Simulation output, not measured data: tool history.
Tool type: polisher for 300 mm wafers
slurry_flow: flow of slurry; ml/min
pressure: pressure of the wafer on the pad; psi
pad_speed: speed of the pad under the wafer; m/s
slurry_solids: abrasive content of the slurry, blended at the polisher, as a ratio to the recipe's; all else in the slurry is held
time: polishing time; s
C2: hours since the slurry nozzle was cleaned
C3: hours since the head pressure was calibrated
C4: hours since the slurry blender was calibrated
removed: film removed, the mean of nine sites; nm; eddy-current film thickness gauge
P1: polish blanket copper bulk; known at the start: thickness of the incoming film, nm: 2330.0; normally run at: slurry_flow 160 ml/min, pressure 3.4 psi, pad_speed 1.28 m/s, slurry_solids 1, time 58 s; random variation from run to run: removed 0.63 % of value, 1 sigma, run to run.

Run 1, day 0.175: slurry_flow 160 ml/min, pressure 3.4 psi, pad_speed 1.28 m/s, slurry_solids 1, time 58 s; wafers polished on this pad 1039; C2 324.3; C3 500.1; C4 29.9. Result: removed 856 nm.
Run 2, day 0.346: slurry_flow 160 ml/min, pressure 3.4 psi, pad_speed 1.28 m/s, slurry_solids 1.3, time 58 s; wafers polished on this pad 1082; C2 328.4; C3 504.2; C4 34. Result: removed 903.18 nm.
Run 3, day 0.425: slurry_flow 160 ml/min, pressure 3.4 psi, pad_speed 1.28 m/s, slurry_solids 1, time 58 s; wafers polished on this pad 1103; C2 330.3; C3 506.1; C4 35.9. Result: removed 850.04 nm.
Run 4, day 0.567: slurry_flow 160 ml/min, pressure 3.4 psi, pad_speed 1.28 m/s, slurry_solids 1, time 87 s; wafers polished on this pad 1139; C2 333.7; C3 509.5; C4 39.3. Result: removed 1281.6 nm.
Run 5, day 0.708: slurry_flow 160 ml/min, pressure 3.4 psi, pad_speed 1.28 m/s, slurry_solids 1, time 58 s; wafers polished on this pad 1175; C2 337.1; C3 512.9; C4 42.7. Result: removed 855.54 nm.
Run 6, day 0.804: slurry_flow 160 ml/min, pressure 3.4 psi, pad_speed 1.28 m/s, slurry_solids 0.65, time 58 s; wafers polished on this pad 1199; C2 339.4; C3 515.2; C4 45. Result: removed 778.7 nm.
Run 7, day 0.971: slurry_flow 250 ml/min, pressure 3.4 psi, pad_speed 1.28 m/s, slurry_solids 1, time 58 s; wafers polished on this pad 1242; C2 343.4; C3 519.2; C4 49. Result: removed 906.44 nm.
Run 8, day 1.046: slurry_flow 160 ml/min, pressure 3.4 psi, pad_speed 1.28 m/s, slurry_solids 1, time 58 s; wafers polished on this pad 1261; C2 345.2; C3 521; C4 50.8. Result: removed 851.43 nm.
Run 9, day 1.146: slurry_flow 160 ml/min, pressure 4.8 psi, pad_speed 1.28 m/s, slurry_solids 1, time 41 s; wafers polished on this pad 1287; C2 347.6; C3 523.4; C4 53.2. Result: removed 859.17 nm.
Run 10, day 1.325: slurry_flow 160 ml/min, pressure 5.3 psi, pad_speed 1.28 m/s, slurry_solids 1, time 58 s; wafers polished on this pad 1332; C2 351.9; C3 527.7; C4 57.5. Result: removed 1333.7 nm.
Run 11, day 1.412: slurry_flow 160 ml/min, pressure 3.4 psi, pad_speed 1.28 m/s, slurry_solids 1, time 40 s; wafers polished on this pad 1355; C2 354; C3 529.8; C4 59.6. Result: removed 590.55 nm.
Run 12, day 1.554: slurry_flow 115 ml/min, pressure 3.4 psi, pad_speed 1.28 m/s, slurry_solids 1, time 73 s; wafers polished on this pad 1391; C2 357.4; C3 533.2; C4 63. Result: removed 1007.3 nm.
Run 13, day 1.708: slurry_flow 95 ml/min, pressure 3.4 psi, pad_speed 1.28 m/s, slurry_solids 1, time 58 s; wafers polished on this pad 1430; C2 361.1; C3 536.9; C4 66.7. Result: removed 775.34 nm.
Run 14, day 1.846: slurry_flow 160 ml/min, pressure 3.4 psi, pad_speed 1.28 m/s, slurry_solids 1, time 58 s; wafers polished on this pad 1465; C2 364.4; C3 540.2; C4 70. Result: removed 843.47 nm.
Run 15, day 1.954: slurry_flow 160 ml/min, pressure 3.4 psi, pad_speed 1.82 m/s, slurry_solids 1, time 58 s; wafers polished on this pad 1493; C2 367; C3 542.8; C4 72.6. Result: removed 1220.3 nm.
Run 16, day 2.033: slurry_flow 160 ml/min, pressure 3.4 psi, pad_speed 0.84 m/s, slurry_solids 1, time 58 s; wafers polished on this pad 1513; C2 368.9; C3 544.7; C4 74.5. Result: removed 561.25 nm.
Run 17, day 2.15: slurry_flow 160 ml/min, pressure 3.4 psi, pad_speed 1.28 m/s, slurry_solids 1, time 58 s; wafers polished on this pad 1543; C2 371.7; C3 547.5; C4 77.3. Result: removed 857.34 nm.
Run 18, day 2.317: slurry_flow 160 ml/min, pressure 1.5 psi, pad_speed 1.28 m/s, slurry_solids 1, time 58 s; wafers polished on this pad 1585; C2 375.7; C3 551.5; C4 81.3. Result: removed 375.56 nm.
Run 19, day 2.471: slurry_flow 160 ml/min, pressure 3.4 psi, pad_speed 1.28 m/s, slurry_solids 1, time 58 s; wafers polished on this pad 1625; C2 379.4; C3 555.2; C4 85. Result: removed 855.54 nm.
Run 20, day 2.625: slurry_flow 160 ml/min, pressure 3.4 psi, pad_speed 1.28 m/s, slurry_solids 1, time 58 s; wafers polished on this pad 1664; C2 383.1; C3 558.9; C4 88.7. Result: removed 838.71 nm.
Run 21, day 2.796: slurry_flow 160 ml/min, pressure 3.4 psi, pad_speed 1.28 m/s, slurry_solids 1, time 58 s; wafers polished on this pad 1708; C2 387.2; C3 563; C4 92.8. Result: removed 821.86 nm.
Run 22, day 2.95: slurry_flow 160 ml/min, pressure 3.4 psi, pad_speed 1.28 m/s, slurry_solids 1, time 58 s; wafers polished on this pad 1747; C2 390.9; C3 566.7; C4 96.5. Result: removed 807.09 nm.
At day 3.008: head pressure recalibrated.
At day 3.029: slurry blender recalibrated.
Run 23, day 3.029: slurry_flow 160 ml/min, pressure 3.4 psi, pad_speed 1.28 m/s, slurry_solids 1, time 58 s; wafers polished on this pad 1767; C2 392.8; C3 0.5; C4 0. Result: removed 805.84 nm.
Run 24, day 3.196: slurry_flow 160 ml/min, pressure 3.4 psi, pad_speed 1.28 m/s, slurry_solids 1, time 58 s; wafers polished on this pad 1810; C2 396.8; C3 4.5; C4 4. Result: removed 800.5 nm.
Run 25, day 3.304: slurry_flow 160 ml/min, pressure 3.4 psi, pad_speed 1.28 m/s, slurry_solids 1, time 58 s; wafers polished on this pad 1837; C2 399.4; C3 7.1; C4 6.6. Result: removed 798.66 nm.
Run 26, day 3.467: slurry_flow 160 ml/min, pressure 3.4 psi, pad_speed 1.28 m/s, slurry_solids 1, time 58 s; wafers polished on this pad 1879; C2 403.3; C3 11; C4 10.5. Result: removed 795.24 nm.
Run 27, day 3.629: slurry_flow 160 ml/min, pressure 3.4 psi, pad_speed 1.28 m/s, slurry_solids 1, time 58 s; wafers polished on this pad 1920; C2 407.2; C3 14.9; C4 14.4. Result: removed 806.12 nm.
Run 28, day 3.788: slurry_flow 160 ml/min, pressure 3.4 psi, pad_speed 1.28 m/s, slurry_solids 1, time 58 s; wafers polished on this pad 1961; C2 411; C3 18.7; C4 18.2. Result: removed 793.69 nm.
Run 29, day 3.888: slurry_flow 160 ml/min, pressure 3.4 psi, pad_speed 1.28 m/s, slurry_solids 1, time 58 s; wafers polished on this pad 1986; C2 413.4; C3 21.1; C4 20.6. Result: removed 792.08 nm.
Run 30, day 4: slurry_flow 160 ml/min, pressure 3.4 psi, pad_speed 1.28 m/s, slurry_solids 1, time 58 s; wafers polished on this pad 2015; C2 416.1; C3 23.8; C4 23.3. Result: removed 795.3 nm.

The log shows P1 creeping away from where it was. Any of the 2 causes listed here, at the size stated for it, fits the log just as well as the others:
A: removal rate lost through wear of the pad, % = 7.17
B: slurry flow missing at the pad, % = 31.7
Onset of the creep was near day 2.471.
Excluded causes, each with its reason:
head's pressure below its setpoint, %: serviced at day 3.008, after the change had begun; the process did not return to its earlier output
abrasive missing from the slurry, %: serviced at day 3.029, after the change had begun; the process did not return to its earlier output

Which of the check runs below tells the causes apart, meaning the causes would give it clearly different results? Each run uses 5 wafers whose results are averaged, and each result is shown as a question mark.
Run check 1, day 4.112: slurry_flow 160 ml/min, pressure 1.5 psi, pad_speed 1.28 m/s, slurry_solids 1.2, time 58 s. Result: removed ?.
Run check 2, day 4.112: slurry_flow 160 ml/min, pressure 5.2 psi, pad_speed 1.28 m/s, slurry_solids 1, time 58 s. Result: removed ?.
Run check 3, day 4.112: slurry_flow 235 ml/min, pressure 3.4 psi, pad_speed 1.02 m/s, slurry_solids 1, time 58 s. Result: removed ?.
Run check 4, day 4.112: slurry_flow 160 ml/min, pressure 3.4 psi, pad_speed 1.78 m/s, slurry_solids 1, time 58 s. Result: removed ?.

What each check would give under each cause:
  check   result    if A    if B
check 1  removed  363.96  363.94
check 2  removed  1212.9  1212.8
check 3  removed  666.12   681.1
check 4  removed  1102.8  1102.7
Per check, the gap between the least separated pair of causes, taken in the result that splits them most: check 1 0.01 %; check 2 0.01 %; check 3 2.22 %; check 4 0.01 %
The other checks would show nearly matching results whichever cause is true, so check 3 is the only one that separates the causes.

Check 3 has now been run. It gave: removed 666.4 nm. Which of the candidate causes is it?

Of the candidate causes, it is A: removal rate lost through wear of the pad, %.

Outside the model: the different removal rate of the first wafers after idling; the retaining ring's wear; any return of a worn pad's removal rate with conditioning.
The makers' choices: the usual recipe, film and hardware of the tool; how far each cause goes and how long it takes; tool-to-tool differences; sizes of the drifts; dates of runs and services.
